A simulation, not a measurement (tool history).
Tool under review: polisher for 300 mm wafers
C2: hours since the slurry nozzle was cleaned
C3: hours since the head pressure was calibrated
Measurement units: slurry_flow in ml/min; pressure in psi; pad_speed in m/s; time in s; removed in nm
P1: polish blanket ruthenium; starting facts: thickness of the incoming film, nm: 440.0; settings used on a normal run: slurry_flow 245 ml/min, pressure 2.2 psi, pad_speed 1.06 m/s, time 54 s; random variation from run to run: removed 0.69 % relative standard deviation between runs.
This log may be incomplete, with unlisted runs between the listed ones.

Run 1, hour 7.6: slurry_flow 245 ml/min, pressure 2.2 psi, pad_speed 1.06 m/s, time 54 s; wafers polished on this pad 654; C2 218.2; C3 455.3. Result: removed 77.345 nm.
Run 2, hour 11.2: slurry_flow 380 ml/min, pressure 2.2 psi, pad_speed 1.06 m/s, time 54 s; wafers polished on this pad 686; C2 221.8; C3 458.9. Result: removed 80.88 nm.
Run 3, hour 15.1: slurry_flow 245 ml/min, pressure 2.2 psi, pad_speed 1.06 m/s, time 54 s; wafers polished on this pad 720; C2 225.7; C3 462.8. Result: removed 77.65 nm.
Run 4, hour 19.5: slurry_flow 245 ml/min, pressure 1 psi, pad_speed 1.06 m/s, time 54 s; wafers polished on this pad 760; C2 230.1; C3 467.2. Result: removed 35.387 nm.
Run 5, hour 26: slurry_flow 245 ml/min, pressure 2.2 psi, pad_speed 1.06 m/s, time 54 s; wafers polished on this pad 817; C2 236.6; C3 473.7. Result: removed 77.184 nm.
Run 6, hour 33.5: slurry_flow 245 ml/min, pressure 2.2 psi, pad_speed 0.58 m/s, time 54 s; wafers polished on this pad 884; C2 244.1; C3 481.2. Result: removed 42.418 nm.
Run 7, hour 40.4: slurry_flow 245 ml/min, pressure 2.2 psi, pad_speed 1.06 m/s, time 54 s; wafers polished on this pad 945; C2 251; C3 488.1. Result: removed 77.77 nm.
Run 8, hour 46: slurry_flow 245 ml/min, pressure 2.2 psi, pad_speed 1.06 m/s, time 85 s; wafers polished on this pad 995; C2 256.6; C3 493.7. Result: removed 123.28 nm.
Run 9, hour 52.6: slurry_flow 245 ml/min, pressure 3.4 psi, pad_speed 1.06 m/s, time 54 s; wafers polished on this pad 1054; C2 263.2; C3 500.3. Result: removed 120.77 nm.
Run 10, hour 60.2: slurry_flow 145 ml/min, pressure 2.2 psi, pad_speed 1.06 m/s, time 54 s; wafers polished on this pad 1121; C2 270.8; C3 507.9. Result: removed 71.607 nm.
Run 11, hour 68: slurry_flow 245 ml/min, pressure 2.2 psi, pad_speed 1.06 m/s, time 37 s; wafers polished on this pad 1191; C2 278.6; C3 515.7. Result: removed 53.591 nm.
Run 12, hour 72.7: slurry_flow 245 ml/min, pressure 2.2 psi, pad_speed 1.42 m/s, time 54 s; wafers polished on this pad 1232; C2 283.3; C3 520.4. Result: removed 104.36 nm.
Run 13, hour 80.2: slurry_flow 175 ml/min, pressure 1.4 psi, pad_speed 1.06 m/s, time 54 s; wafers polished on this pad 1299; C2 290.8; C3 527.9. Result: removed 47.069 nm.
Run 14, hour 86.5: slurry_flow 245 ml/min, pressure 2.2 psi, pad_speed 1.06 m/s, time 54 s; wafers polished on this pad 1355; C2 297.1; C3 534.2. Result: removed 76.669 nm.
Run 15, hour 91.6: slurry_flow 245 ml/min, pressure 2.2 psi, pad_speed 1.06 m/s, time 54 s; wafers polished on this pad 1400; C2 302.2; C3 539.3. Result: removed 78.529 nm.
Run 16, hour 95.9: slurry_flow 245 ml/min, pressure 2.2 psi, pad_speed 1.06 m/s, time 54 s; wafers polished on this pad 1439; C2 306.5; C3 543.6. Result: removed 76.659 nm.
Run 17, hour 101: slurry_flow 245 ml/min, pressure 2.2 psi, pad_speed 1.06 m/s, time 54 s; wafers polished on this pad 1484; C2 311.6; C3 548.7. Result: removed 75.677 nm.
Run 18, hour 106: slurry_flow 245 ml/min, pressure 2.2 psi, pad_speed 1.06 m/s, time 54 s; wafers polished on this pad 1528; C2 316.6; C3 553.7. Result: removed 75.802 nm.
Run 19, hour 112.3: slurry_flow 245 ml/min, pressure 2.2 psi, pad_speed 1.06 m/s, time 54 s; wafers polished on this pad 1584; C2 322.9; C3 560. Result: removed 73.934 nm.
Run 20, hour 116.3: slurry_flow 245 ml/min, pressure 2.2 psi, pad_speed 1.06 m/s, time 54 s; wafers polished on this pad 1620; C2 326.9; C3 564. Result: removed 74.638 nm.

Forecast run 21:
At hour 116.7: worn pad replaced by a new one.
Run 21, hour 120.6: slurry_flow 245 ml/min, pressure 2.2 psi, pad_speed 1.06 m/s, time 54 s; wafers polished on this pad 35; C2 331.2; C3 568.3. Result: removed ?.

Run 21 measured removed 74.202 nm.
